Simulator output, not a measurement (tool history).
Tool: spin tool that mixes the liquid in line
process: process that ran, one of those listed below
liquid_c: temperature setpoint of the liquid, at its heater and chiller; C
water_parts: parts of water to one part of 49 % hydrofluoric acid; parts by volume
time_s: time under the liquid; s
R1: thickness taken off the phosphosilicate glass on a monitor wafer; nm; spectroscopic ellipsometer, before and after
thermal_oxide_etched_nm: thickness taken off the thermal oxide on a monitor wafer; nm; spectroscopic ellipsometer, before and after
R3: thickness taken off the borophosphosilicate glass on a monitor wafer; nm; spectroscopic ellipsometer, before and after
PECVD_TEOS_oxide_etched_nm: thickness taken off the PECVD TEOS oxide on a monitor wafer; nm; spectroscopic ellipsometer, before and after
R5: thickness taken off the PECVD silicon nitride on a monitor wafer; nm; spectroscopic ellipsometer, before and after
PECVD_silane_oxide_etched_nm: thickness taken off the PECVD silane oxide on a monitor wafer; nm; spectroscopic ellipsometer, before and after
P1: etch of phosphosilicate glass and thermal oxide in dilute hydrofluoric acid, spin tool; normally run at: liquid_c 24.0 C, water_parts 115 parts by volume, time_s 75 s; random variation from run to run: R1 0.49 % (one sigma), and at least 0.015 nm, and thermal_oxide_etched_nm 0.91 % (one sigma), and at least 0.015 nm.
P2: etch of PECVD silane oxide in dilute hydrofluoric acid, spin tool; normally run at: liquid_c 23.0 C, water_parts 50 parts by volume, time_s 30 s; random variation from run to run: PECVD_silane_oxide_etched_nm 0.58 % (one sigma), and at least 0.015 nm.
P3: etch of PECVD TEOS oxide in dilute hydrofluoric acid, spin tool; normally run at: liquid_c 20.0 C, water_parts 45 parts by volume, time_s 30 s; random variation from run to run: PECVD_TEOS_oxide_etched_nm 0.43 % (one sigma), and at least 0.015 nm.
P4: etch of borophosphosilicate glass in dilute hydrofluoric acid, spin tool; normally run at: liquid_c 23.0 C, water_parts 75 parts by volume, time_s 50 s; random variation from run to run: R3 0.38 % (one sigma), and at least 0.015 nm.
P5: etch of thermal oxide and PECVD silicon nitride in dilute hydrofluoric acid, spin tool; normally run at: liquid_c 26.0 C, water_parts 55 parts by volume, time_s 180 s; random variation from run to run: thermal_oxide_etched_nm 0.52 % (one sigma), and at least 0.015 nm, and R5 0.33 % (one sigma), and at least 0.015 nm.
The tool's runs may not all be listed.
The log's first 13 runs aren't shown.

{"run": 14, "hour": 124.7, "process": "P2", "liquid_c": 23.0, "water_parts": 50, "time_s": 30, "PECVD_silane_oxide_etched_nm": 25.602}
{"run": 15, "hour": 132.4, "process": "P2", "liquid_c": 30.5, "water_parts": 50, "time_s": 30, "PECVD_silane_oxide_etched_nm": 34.781}
{"run": 16, "hour": 141.7, "process": "P4", "liquid_c": 23.0, "water_parts": 75, "time_s": 50, "R3": 31.82}
{"run": 17, "hour": 148.0, "process": "P1", "liquid_c": 24.0, "water_parts": 115, "time_s": 20, "R1": 12.317, "thermal_oxide_etched_nm": 0.76749}
{"run": 18, "hour": 159.5, "process": "P3", "liquid_c": 20.0, "water_parts": 45, "time_s": 50, "PECVD_TEOS_oxide_etched_nm": 27.805}
{"run": 19, "hour": 171.3, "process": "P1", "liquid_c": 18.0, "water_parts": 115, "time_s": 75, "R1": 36.21, "thermal_oxide_etched_nm": 2.2582}
{"run": 20, "hour": 176.5, "process": "P1", "liquid_c": 24.0, "water_parts": 190, "time_s": 15, "R1": 5.1133, "thermal_oxide_etched_nm": 0.30574}
{"run": 21, "hour": 183.8, "process": "P3", "liquid_c": 20.0, "water_parts": 45, "time_s": 30, "PECVD_TEOS_oxide_etched_nm": 16.789}
{"hour": 191.4, "done": "hydrofluoric acid flow meter replaced"}
{"run": 22, "hour": 191.5, "process": "P1", "liquid_c": 24.0, "water_parts": 60, "time_s": 75, "R1": 94.601, "thermal_oxide_etched_nm": 5.9049}
{"run": 23, "hour": 199.3, "process": "P1", "liquid_c": 24.0, "water_parts": 115, "time_s": 75, "R1": 45.506, "thermal_oxide_etched_nm": 2.8753}
{"run": 24, "hour": 209.4, "process": "P1", "liquid_c": 24.0, "water_parts": 115, "time_s": 130, "R1": 78.899, "thermal_oxide_etched_nm": 5.0319}
{"run": 25, "hour": 214.9, "process": "P4", "liquid_c": 23.0, "water_parts": 75, "time_s": 100, "R3": 63.68}
{"run": 26, "hour": 224.0, "process": "P5", "liquid_c": 26.0, "water_parts": 105, "time_s": 180, "thermal_oxide_etched_nm": 8.7216, "R5": 4.147}
{"run": 27, "hour": 233.4, "process": "P2", "liquid_c": 23.0, "water_parts": 30, "time_s": 30, "PECVD_silane_oxide_etched_nm": 44.02}

The next listed run, before its measurement:
{"run": 28, "hour": 239.1, "process": "P5", "liquid_c": 26.0, "water_parts": 55, "time_s": 335, "thermal_oxide_etched_nm": "?", "R5": "?"}

Run 28 gave thermal_oxide_etched_nm 33.01600 nm, R5 14.6650 nm.
